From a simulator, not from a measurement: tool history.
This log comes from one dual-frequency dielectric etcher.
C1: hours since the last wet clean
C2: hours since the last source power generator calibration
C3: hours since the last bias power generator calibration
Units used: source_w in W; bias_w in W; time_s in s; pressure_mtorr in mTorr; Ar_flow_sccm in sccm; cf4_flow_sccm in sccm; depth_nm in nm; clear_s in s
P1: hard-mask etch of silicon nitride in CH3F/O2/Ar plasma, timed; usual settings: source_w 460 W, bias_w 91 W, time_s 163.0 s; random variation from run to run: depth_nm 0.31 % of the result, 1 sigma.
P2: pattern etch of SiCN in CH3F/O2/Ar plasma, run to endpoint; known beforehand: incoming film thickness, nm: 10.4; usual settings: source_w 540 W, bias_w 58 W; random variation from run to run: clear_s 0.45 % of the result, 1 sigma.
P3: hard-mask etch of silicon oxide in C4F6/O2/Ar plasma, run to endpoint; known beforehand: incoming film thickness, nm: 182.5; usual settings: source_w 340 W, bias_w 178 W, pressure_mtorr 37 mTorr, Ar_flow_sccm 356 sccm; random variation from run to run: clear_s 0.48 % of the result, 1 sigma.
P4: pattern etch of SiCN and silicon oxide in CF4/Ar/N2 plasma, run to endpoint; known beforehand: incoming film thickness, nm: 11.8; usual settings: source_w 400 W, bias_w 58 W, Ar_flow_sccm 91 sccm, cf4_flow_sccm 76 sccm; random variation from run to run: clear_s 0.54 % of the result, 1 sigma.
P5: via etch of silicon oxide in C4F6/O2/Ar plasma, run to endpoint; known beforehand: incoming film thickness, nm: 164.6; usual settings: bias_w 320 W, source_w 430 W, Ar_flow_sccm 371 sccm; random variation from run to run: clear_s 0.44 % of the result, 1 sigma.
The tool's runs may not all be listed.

Run 1, hour 11.0: process P1, source_w 460 W, bias_w 91 W, time_s 163.0 s; C1 91.0; C2 828.3; C3 1203.9. Result: depth_nm 130.480 nm.
Run 2, hour 25.9: process P3, source_w 340 W, bias_w 122 W, pressure_mtorr 37 mTorr, Ar_flow_sccm 356 sccm; C1 105.9; C2 843.2; C3 1218.8. Result: clear_s 71.946 s.
Run 3, hour 41.2: process P1, source_w 460 W, bias_w 124 W, time_s 163.0 s; C1 121.2; C2 858.5; C3 1234.1. Result: depth_nm 146.480 nm.
Run 4, hour 49.3: process P5, source_w 430 W, bias_w 320 W, Ar_flow_sccm 371 sccm; C1 129.3; C2 866.6; C3 1242.2. Result: clear_s 42.306 s.
Run 5, hour 65.3: process P2, source_w 540 W, bias_w 39 W; C1 145.3; C2 882.6; C3 1258.2. Result: clear_s 29.878 s.
Run 6, hour 77.5: process P2, source_w 540 W, bias_w 58 W; C1 157.5; C2 894.8; C3 1270.4. Result: clear_s 26.323 s.
Run 7, hour 85.7: process P3, source_w 340 W, bias_w 178 W, pressure_mtorr 37 mTorr, Ar_flow_sccm 356 sccm; C1 165.7; C2 903.0; C3 1278.6. Result: clear_s 64.248 s.
Run 8, hour 99.0: process P1, source_w 620 W, bias_w 118 W, time_s 163.0 s; C1 179.0; C2 916.3; C3 1291.9. Result: depth_nm 160.160 nm.
Run 9, hour 115.2: process P3, source_w 340 W, bias_w 178 W, pressure_mtorr 37 mTorr, Ar_flow_sccm 278 sccm; C1 195.2; C2 932.5; C3 1308.1. Result: clear_s 62.630 s.
Run 10, hour 127.4: process P1, source_w 460 W, bias_w 91 W, time_s 89.5 s; C1 207.4; C2 944.7; C3 1320.3. Result: depth_nm 71.844 nm.
Run 11, hour 135.8: process P5, source_w 430 W, bias_w 320 W, Ar_flow_sccm 371 sccm; C1 215.8; C2 953.1; C3 1328.7. Result: clear_s 42.080 s.
Run 12, hour 147.8: process P1, source_w 460 W, bias_w 91 W, time_s 163.0 s; C1 227.8; C2 965.1; C3 1340.7. Result: depth_nm 130.340 nm.
Run 13, hour 155.9: process P4, source_w 400 W, bias_w 41 W, Ar_flow_sccm 91 sccm, cf4_flow_sccm 76 sccm; C1 235.9; C2 973.2; C3 1348.8. Result: clear_s 17.474 s.
Run 14, hour 171.6: process P4, source_w 400 W, bias_w 58 W, Ar_flow_sccm 91 sccm, cf4_flow_sccm 76 sccm; C1 251.6; C2 988.9; C3 1364.5. Result: clear_s 15.504 s.
Run 15, hour 187.2: process P1, source_w 550 W, bias_w 91 W, time_s 163.0 s; C1 267.2; C2 1004.5; C3 1380.1. Result: depth_nm 139.730 nm.
Run 16, hour 198.6: process P1, source_w 460 W, bias_w 91 W, time_s 163.0 s; C1 278.6; C2 1015.9; C3 1391.5. Result: depth_nm 131.040 nm.
Run 17, hour 206.1: process P1, source_w 460 W, bias_w 91 W, time_s 163.0 s; C1 286.1; C2 1023.4; C3 1399.0. Result: depth_nm 130.570 nm.
Run 18, hour 214.5: process P5, source_w 600 W, bias_w 320 W, Ar_flow_sccm 371 sccm; C1 294.5; C2 1031.8; C3 1407.4. Result: clear_s 37.476 s.
Run 19, hour 230.0: process P5, source_w 430 W, bias_w 320 W, Ar_flow_sccm 446 sccm; C1 310.0; C2 1047.3; C3 1422.9. Result: clear_s 43.452 s.
Run 20, hour 238.0: process P3, source_w 430 W, bias_w 178 W, pressure_mtorr 37 mTorr, Ar_flow_sccm 356 sccm; C1 318.0; C2 1055.3; C3 1430.9. Result: clear_s 58.279 s.
Run 21, hour 245.6: process P4, source_w 400 W, bias_w 58 W, Ar_flow_sccm 59 sccm, cf4_flow_sccm 76 sccm; C1 325.6; C2 1062.9; C3 1438.5. Result: clear_s 14.859 s.
Run 22, hour 258.9: process P1, source_w 270 W, bias_w 91 W, time_s 163.0 s; C1 338.9; C2 1076.2; C3 1451.8. Result: depth_nm 107.350 nm.
Run 23, hour 273.9: process P1, source_w 460 W, bias_w 91 W, time_s 204.0 s; C1 353.9; C2 1091.2; C3 1466.8. Result: depth_nm 164.330 nm.
Run 24, hour 283.3: process P4, source_w 400 W, bias_w 58 W, Ar_flow_sccm 91 sccm, cf4_flow_sccm 54 sccm; C1 363.3; C2 1100.6; C3 1476.2. Result: clear_s 16.787 s.
Run 25, hour 291.5: process P3, source_w 340 W, bias_w 178 W, pressure_mtorr 37 mTorr, Ar_flow_sccm 356 sccm; C1 371.5; C2 1108.8; C3 1484.4. Result: clear_s 63.568 s.
Run 26, hour 301.9: process P4, source_w 530 W, bias_w 58 W, Ar_flow_sccm 91 sccm, cf4_flow_sccm 76 sccm; C1 381.9; C2 1119.2; C3 1494.8. Result: clear_s 12.266 s.
Run 27, hour 312.7: process P5, source_w 430 W, bias_w 419 W, Ar_flow_sccm 371 sccm; C1 392.7; C2 1130.0; C3 1505.6. Result: clear_s 38.363 s.
Run 28, hour 328.1: process P1, source_w 460 W, bias_w 117 W, time_s 104.5 s; C1 408.1; C2 1145.4; C3 1521.0. Result: depth_nm 91.897 nm.
Run 29, hour 338.7: process P1, source_w 460 W, bias_w 110 W, time_s 119.0 s; C1 418.7; C2 1156.0; C3 1531.6. Result: depth_nm 102.130 nm.
Run 30, hour 351.1: process P1, source_w 460 W, bias_w 91 W, time_s 163.0 s; C1 431.1; C2 1168.4; C3 1544.0. Result: depth_nm 131.450 nm.
Run 31, hour 361.1: process P3, source_w 340 W, bias_w 178 W, pressure_mtorr 50 mTorr, Ar_flow_sccm 356 sccm; C1 441.1; C2 1178.4; C3 1554.0. Result: clear_s 66.222 s.
Run 32, hour 372.9: process P2, source_w 710 W, bias_w 58 W; C1 452.9; C2 1190.2; C3 1565.8. Result: clear_s 23.910 s.
Run 33, hour 384.2: process P1, source_w 460 W, bias_w 91 W, time_s 163.0 s; C1 464.2; C2 1201.5; C3 1577.1. Result: depth_nm 131.170 nm.
Run 34, hour 398.7: process P1, source_w 460 W, bias_w 70 W, time_s 163.0 s; C1 478.7; C2 1216.0; C3 1591.6. Result: depth_nm 119.930 nm.
Run 35, hour 408.5: process P1, source_w 460 W, bias_w 91 W, time_s 163.0 s; C1 488.5; C2 1225.8; C3 1601.4. Result: depth_nm 131.680 nm.
Run 36, hour 416.1: process P1, source_w 460 W, bias_w 91 W, time_s 163.0 s; C1 496.1; C2 1233.4; C3 1609.0. Result: depth_nm 130.500 nm.
Run 37, hour 428.7: process P1, source_w 460 W, bias_w 91 W, time_s 163.0 s; C1 508.7; C2 1246.0; C3 1621.6. Result: depth_nm 129.720 nm.
Run 38, hour 440.6: process P1, source_w 460 W, bias_w 91 W, time_s 163.0 s; C1 520.6; C2 1257.9; C3 1633.5. Result: depth_nm 128.100 nm.
At hour 442.8: wet clean of the chamber.
Run 39, hour 452.0: process P1, source_w 460 W, bias_w 91 W, time_s 163.0 s; C1 9.2; C2 1269.3; C3 1644.9. Result: depth_nm 129.340 nm.
Run 40, hour 459.1: process P1, source_w 460 W, bias_w 91 W, time_s 163.0 s; C1 16.3; C2 1276.4; C3 1652.0. Result: depth_nm 128.500 nm.
Run 41, hour 471.5: process P1, source_w 460 W, bias_w 91 W, time_s 163.0 s; C1 28.7; C2 1288.8; C3 1664.4. Result: depth_nm 128.370 nm.

What P1 gives has crept off from where it sat before. The 2 causes that follow fit the log equally well, each at the size noted:
A: source power that arrives under what is set, % = 4.24
B: bias power that arrives under what is set, % = 4.46
The onset of the drift is placed at about hour 408.5.
What rules out each remaining cause:
chamber walls in a state that lowers the etch rate, %: serviced at hour 442.8, after the drift had started, without restoring the earlier output

The 4 check runs listed below each average the results of 3 wafers, and their outcomes are marked with question marks. Under which run would the listed causes produce clearly different results?
Run check 1, hour 483.9: process P5, source_w 430 W, bias_w 320 W, Ar_flow_sccm 371 sccm. Result: clear_s ?.
Run check 2, hour 483.9: process P2, source_w 540 W, bias_w 58 W. Result: clear_s ?.
Run check 3, hour 483.9: process P4, source_w 400 W, bias_w 58 W, Ar_flow_sccm 91 sccm, cf4_flow_sccm 76 sccm. Result: clear_s ?.
Run check 4, hour 483.9: process P3, source_w 340 W, bias_w 178 W, pressure_mtorr 37 mTorr, Ar_flow_sccm 356 sccm. Result: clear_s ?.

What every check run would give for each of its results, assuming each possible cause in turn:
  check   result    if A    if B
check 1  clear_s  43.122  43.097
check 2  clear_s  27.028  26.980
check 3  clear_s  16.331  15.941
check 4  clear_s  65.057  64.906
Per check, the gap between the least separated pair of causes, taken in the result that splits them most: check 1 0.06 %; check 2 0.18 %; check 3 2.42 %; check 4 0.23 %
Check 3 is the one run that separates the causes; every other check would come out nearly the same whichever cause is at work.

Then check 3 was run and gave: clear_s 16.353 s. Which cause is it?

It was cause A: source power that arrives under what is set, %.
